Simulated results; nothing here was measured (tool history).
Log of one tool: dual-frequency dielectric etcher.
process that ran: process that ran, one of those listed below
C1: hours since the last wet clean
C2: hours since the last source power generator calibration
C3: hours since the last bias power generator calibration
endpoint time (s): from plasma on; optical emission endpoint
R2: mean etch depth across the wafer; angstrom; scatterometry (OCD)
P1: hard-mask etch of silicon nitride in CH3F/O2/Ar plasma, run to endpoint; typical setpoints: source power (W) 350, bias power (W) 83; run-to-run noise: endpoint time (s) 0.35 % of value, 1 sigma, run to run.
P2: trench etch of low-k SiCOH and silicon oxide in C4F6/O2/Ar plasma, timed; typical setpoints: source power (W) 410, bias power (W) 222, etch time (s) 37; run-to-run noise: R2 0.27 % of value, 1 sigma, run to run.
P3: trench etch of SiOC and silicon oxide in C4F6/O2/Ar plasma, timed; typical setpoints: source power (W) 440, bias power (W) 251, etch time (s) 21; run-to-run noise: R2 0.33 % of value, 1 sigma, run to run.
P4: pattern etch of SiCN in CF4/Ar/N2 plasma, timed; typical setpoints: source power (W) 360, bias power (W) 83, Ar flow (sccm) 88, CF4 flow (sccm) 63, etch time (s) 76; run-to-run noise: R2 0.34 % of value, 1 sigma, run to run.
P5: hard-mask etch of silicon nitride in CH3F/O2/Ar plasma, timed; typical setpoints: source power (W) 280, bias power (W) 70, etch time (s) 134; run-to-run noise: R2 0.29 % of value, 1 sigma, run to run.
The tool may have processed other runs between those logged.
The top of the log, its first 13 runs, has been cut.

Run 14, hour 160.9: process that ran P5, source power (W) 280, bias power (W) 70, etch time (s) 75; C1 443.7; C2 1059.5; C3 3062.5. Result: R2 458.78 angstrom.
Run 15, hour 175.5: process that ran P3, source power (W) 440, bias power (W) 332, etch time (s) 21; C1 458.3; C2 1074.1; C3 3077.1. Result: R2 538.06 angstrom.
Run 16, hour 183.7: process that ran P4, source power (W) 230, bias power (W) 83, Ar flow (sccm) 88, CF4 flow (sccm) 63, etch time (s) 76; C1 466.5; C2 1082.3; C3 3085.3. Result: R2 367.71 angstrom.
Run 17, hour 190.7: process that ran P5, source power (W) 370, bias power (W) 70, etch time (s) 134; C1 473.5; C2 1089.3; C3 3092.3. Result: R2 910.61 angstrom.
Run 18, hour 198.6: process that ran P1, source power (W) 260, bias power (W) 83; C1 481.4; C2 1097.2; C3 3100.2. Result: endpoint time (s) 63.245.
At hour 209.1: wet clean of the chamber.
Run 19, hour 209.4: process that ran P1, source power (W) 350, bias power (W) 83; C1 0.4; C2 1108; C3 3111. Result: endpoint time (s) 56.393.
Run 20, hour 220.7: process that ran P2, source power (W) 410, bias power (W) 222, etch time (s) 37; C1 11.7; C2 1119.3; C3 3122.3. Result: R2 1281.1 angstrom.
Run 21, hour 227.8: process that ran P1, source power (W) 350, bias power (W) 83; C1 18.8; C2 1126.4; C3 3129.4. Result: endpoint time (s) 56.592.
Run 22, hour 237.3: process that ran P1, source power (W) 350, bias power (W) 64; C1 28.3; C2 1135.9; C3 3138.9. Result: endpoint time (s) 61.713.

What will run 23 give?
Run 23, hour 246.1: process that ran P4, source power (W) 360, bias power (W) 83, Ar flow (sccm) 88, CF4 flow (sccm) 63, etch time (s) 76; C1 37.1; C2 1144.7; C3 3147.7. Result: R2 ?.

R2: 546.16 angstrom
